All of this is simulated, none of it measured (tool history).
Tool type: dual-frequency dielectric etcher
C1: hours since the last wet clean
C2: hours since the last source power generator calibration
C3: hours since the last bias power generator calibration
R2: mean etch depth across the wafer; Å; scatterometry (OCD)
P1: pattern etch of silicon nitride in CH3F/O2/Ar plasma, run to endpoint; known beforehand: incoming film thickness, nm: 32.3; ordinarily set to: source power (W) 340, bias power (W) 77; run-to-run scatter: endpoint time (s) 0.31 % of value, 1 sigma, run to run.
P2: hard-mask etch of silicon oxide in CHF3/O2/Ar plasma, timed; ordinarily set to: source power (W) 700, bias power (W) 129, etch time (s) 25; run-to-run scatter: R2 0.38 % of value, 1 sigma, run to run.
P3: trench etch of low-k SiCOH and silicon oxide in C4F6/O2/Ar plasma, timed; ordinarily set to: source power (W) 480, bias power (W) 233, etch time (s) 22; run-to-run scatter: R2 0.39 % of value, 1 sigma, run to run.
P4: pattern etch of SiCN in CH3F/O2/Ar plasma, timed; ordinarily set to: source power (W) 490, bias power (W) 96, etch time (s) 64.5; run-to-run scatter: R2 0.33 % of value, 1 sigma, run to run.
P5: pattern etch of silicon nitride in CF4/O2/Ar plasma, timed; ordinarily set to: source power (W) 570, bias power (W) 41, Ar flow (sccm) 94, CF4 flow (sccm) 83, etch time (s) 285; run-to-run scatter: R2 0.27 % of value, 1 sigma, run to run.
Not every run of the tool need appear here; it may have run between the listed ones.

{"run": 1, "hour": 3.2, "process that ran": "P1", "source power (W)": 340, "bias power (W)": 77, "C1": 260.2, "C2": 542.6, "C3": 623.7, "endpoint time (s)": 48}
{"run": 2, "hour": 7.6, "process that ran": "P2", "source power (W)": 700, "bias power (W)": 129, "etch time (s)": 25, "C1": 264.6, "C2": 547, "C3": 628.1, "R2": 485.21}
{"run": 3, "hour": 11.8, "process that ran": "P1", "source power (W)": 340, "bias power (W)": 77, "C1": 268.8, "C2": 551.2, "C3": 632.3, "endpoint time (s)": 48.034}
{"run": 4, "hour": 14.9, "process that ran": "P3", "source power (W)": 480, "bias power (W)": 233, "etch time (s)": 22, "C1": 271.9, "C2": 554.3, "C3": 635.4, "R2": 794.19}
{"run": 5, "hour": 19.1, "process that ran": "P4", "source power (W)": 490, "bias power (W)": 96, "etch time (s)": 39.5, "C1": 276.1, "C2": 558.5, "C3": 639.6, "R2": 175.11}
{"run": 6, "hour": 23.4, "process that ran": "P5", "source power (W)": 570, "bias power (W)": 41, "etch time (s)": 419, "Ar flow (sccm)": 94, "CF4 flow (sccm)": 83, "C1": 280.4, "C2": 562.8, "C3": 643.9, "R2": 8193.9}
{"run": 7, "hour": 29.9, "process that ran": "P5", "source power (W)": 570, "bias power (W)": 41, "etch time (s)": 285, "Ar flow (sccm)": 129, "CF4 flow (sccm)": 83, "C1": 286.9, "C2": 569.3, "C3": 650.4, "R2": 5343.8}
{"run": 8, "hour": 34.3, "process that ran": "P1", "source power (W)": 250, "bias power (W)": 102, "C1": 291.3, "C2": 573.7, "C3": 654.8, "endpoint time (s)": 48.365}
{"run": 9, "hour": 40.6, "process that ran": "P1", "source power (W)": 440, "bias power (W)": 77, "C1": 297.6, "C2": 580, "C3": 661.1, "endpoint time (s)": 43.562}
{"run": 10, "hour": 44.6, "process that ran": "P3", "source power (W)": 640, "bias power (W)": 233, "etch time (s)": 22, "C1": 301.6, "C2": 584, "C3": 665.1, "R2": 881.31}
{"run": 11, "hour": 49.2, "process that ran": "P5", "source power (W)": 720, "bias power (W)": 41, "etch time (s)": 285, "Ar flow (sccm)": 94, "CF4 flow (sccm)": 83, "C1": 306.2, "C2": 588.6, "C3": 669.7, "R2": 6833.3}
{"run": 12, "hour": 55.0, "process that ran": "P2", "source power (W)": 700, "bias power (W)": 129, "etch time (s)": 25, "C1": 312, "C2": 594.4, "C3": 675.5, "R2": 486.55}
{"run": 13, "hour": 60.7, "process that ran": "P1", "source power (W)": 340, "bias power (W)": 77, "C1": 317.7, "C2": 600.1, "C3": 681.2, "endpoint time (s)": 47.86}
{"run": 14, "hour": 64.5, "process that ran": "P1", "source power (W)": 340, "bias power (W)": 77, "C1": 321.5, "C2": 603.9, "C3": 685, "endpoint time (s)": 47.658}
{"run": 15, "hour": 69.9, "process that ran": "P1", "source power (W)": 210, "bias power (W)": 77, "C1": 326.9, "C2": 609.3, "C3": 690.4, "endpoint time (s)": 57.481}
{"run": 16, "hour": 73.0, "process that ran": "P1", "source power (W)": 340, "bias power (W)": 52, "C1": 330, "C2": 612.4, "C3": 693.5, "endpoint time (s)": 54.344}
{"run": 17, "hour": 76.3, "process that ran": "P5", "source power (W)": 570, "bias power (W)": 41, "etch time (s)": 285, "Ar flow (sccm)": 94, "CF4 flow (sccm)": 116, "C1": 333.3, "C2": 615.7, "C3": 696.8, "R2": 5839.6}
{"run": 18, "hour": 82.7, "process that ran": "P1", "source power (W)": 340, "bias power (W)": 77, "C1": 339.7, "C2": 622.1, "C3": 703.2, "endpoint time (s)": 47.693}
{"run": 19, "hour": 87.3, "process that ran": "P1", "source power (W)": 340, "bias power (W)": 77, "C1": 344.3, "C2": 626.7, "C3": 707.8, "endpoint time (s)": 47.984}
{"run": 20, "hour": 90.3, "process that ran": "P4", "source power (W)": 340, "bias power (W)": 96, "etch time (s)": 64.5, "C1": 347.3, "C2": 629.7, "C3": 710.8, "R2": 248.21}
{"hour": 92.4, "done": "wet clean of the chamber"}
{"run": 21, "hour": 94.4, "process that ran": "P3", "source power (W)": 480, "bias power (W)": 233, "etch time (s)": 28.5, "C1": 2.1, "C2": 633.8, "C3": 714.9, "R2": 1027.6}
{"run": 22, "hour": 97.7, "process that ran": "P2", "source power (W)": 430, "bias power (W)": 129, "etch time (s)": 25, "C1": 5.4, "C2": 637.1, "C3": 718.2, "R2": 403.24}
{"run": 23, "hour": 101.6, "process that ran": "P3", "source power (W)": 480, "bias power (W)": 276, "etch time (s)": 22, "C1": 9.3, "C2": 641, "C3": 722.1, "R2": 843.3}
{"run": 24, "hour": 105.5, "process that ran": "P4", "source power (W)": 490, "bias power (W)": 96, "etch time (s)": 64.5, "C1": 13.2, "C2": 644.9, "C3": 726, "R2": 284.55}
{"run": 25, "hour": 108.7, "process that ran": "P1", "source power (W)": 340, "bias power (W)": 94, "C1": 16.4, "C2": 648.1, "C3": 729.2, "endpoint time (s)": 44.543}
{"run": 26, "hour": 114.2, "process that ran": "P5", "source power (W)": 570, "bias power (W)": 30, "etch time (s)": 285, "Ar flow (sccm)": 94, "CF4 flow (sccm)": 83, "C1": 21.9, "C2": 653.6, "C3": 734.7, "R2": 5019.3}
{"run": 27, "hour": 119.7, "process that ran": "P2", "source power (W)": 700, "bias power (W)": 154, "etch time (s)": 25, "C1": 27.4, "C2": 659.1, "C3": 740.2, "R2": 513.82}
{"run": 28, "hour": 124.7, "process that ran": "P5", "source power (W)": 570, "bias power (W)": 41, "etch time (s)": 285, "Ar flow (sccm)": 94, "CF4 flow (sccm)": 83, "C1": 32.4, "C2": 664.1, "C3": 745.2, "R2": 5589}
{"run": 29, "hour": 128.6, "process that ran": "P4", "source power (W)": 490, "bias power (W)": 126, "etch time (s)": 64.5, "C1": 36.3, "C2": 668, "C3": 749.1, "R2": 317.75}
{"run": 30, "hour": 134.2, "process that ran": "P2", "source power (W)": 700, "bias power (W)": 129, "etch time (s)": 19, "C1": 41.9, "C2": 673.6, "C3": 754.7, "R2": 368.46}
{"run": 31, "hour": 139.9, "process that ran": "P1", "source power (W)": 340, "bias power (W)": 77, "C1": 47.6, "C2": 679.3, "C3": 760.4, "endpoint time (s)": 48.116}
{"run": 32, "hour": 145.5, "process that ran": "P1", "source power (W)": 340, "bias power (W)": 77, "C1": 53.2, "C2": 684.9, "C3": 766, "endpoint time (s)": 48.313}
{"run": 33, "hour": 149.2, "process that ran": "P1", "source power (W)": 340, "bias power (W)": 77, "C1": 56.9, "C2": 688.6, "C3": 769.7, "endpoint time (s)": 48.336}
{"run": 34, "hour": 153.9, "process that ran": "P1", "source power (W)": 340, "bias power (W)": 77, "C1": 61.6, "C2": 693.3, "C3": 774.4, "endpoint time (s)": 48.657}
{"hour": 156.3, "done": "wet clean of the chamber"}
{"run": 35, "hour": 158.1, "process that ran": "P1", "source power (W)": 340, "bias power (W)": 77, "C1": 1.8, "C2": 697.5, "C3": 778.6, "endpoint time (s)": 48.559}
{"run": 36, "hour": 161.3, "process that ran": "P1", "source power (W)": 340, "bias power (W)": 77, "C1": 5, "C2": 700.7, "C3": 781.8, "endpoint time (s)": 48.552}
{"run": 37, "hour": 167.9, "process that ran": "P1", "source power (W)": 340, "bias power (W)": 77, "C1": 11.6, "C2": 707.3, "C3": 788.4, "endpoint time (s)": 48.516}
{"run": 38, "hour": 171.9, "process that ran": "P1", "source power (W)": 340, "bias power (W)": 77, "C1": 15.6, "C2": 711.3, "C3": 792.4, "endpoint time (s)": 48.76}

P1 no longer gives what it gave before; its output has crept away from where it was. The following 2 causes, each at its listed size, fit the log equally well:
A: source power that arrives under what is set, % = 4.07
B: bias power that arrives under what is set, % = 4.36
Onset of the creep was near hour 139.9.
Every other cause this tool's parts could produce, and why it does not fit the log:
chamber walls in a state that lowers the etch rate, %: serviced at hour 156.3, after the change had begun; the process did not return to its earlier output

Question marks stand in for the results of the 4 check runs listed below, each run on one wafer. Under which run would the listed causes show clearly different results?
{"run": "check 1", "hour": 175.9, "process that ran": "P5", "source power (W)": 570, "bias power (W)": 41, "etch time (s)": 285, "Ar flow (sccm)": 94, "CF4 flow (sccm)": 83, "R2": "?"}
{"run": "check 2", "hour": 175.9, "process that ran": "P2", "source power (W)": 700, "bias power (W)": 129, "etch time (s)": 25, "R2": "?"}
{"run": "check 3", "hour": 175.9, "process that ran": "P3", "source power (W)": 480, "bias power (W)": 233, "etch time (s)": 22, "R2": "?"}
{"run": "check 4", "hour": 175.9, "process that ran": "P4", "source power (W)": 490, "bias power (W)": 96, "etch time (s)": 64.5, "R2": "?"}

What each check would give under each cause:
check=check_1 result=R2 if_A=5396.7 if_B=5507.8
check=check_2 result=R2 if_A=478.59 if_B=479.83
check=check_3 result=R2 if_A=782.07 if_B=783.16
check=check_4 result=R2 if_A=281.06 if_B=280.78
Separation of the two closest causes in each check, using whichever result separates them best: check 1 2.04 %; check 2 0.26 %; check 3 0.14 %; check 4 0.1 %
The causes can be told apart only by check 1. The other checks would give nearly the same results under each of them.

The results of check 1 are: R2 5523.1 Å. Based on these, which of the listed causes is it?

It is B: bias power that arrives under what is set, %.
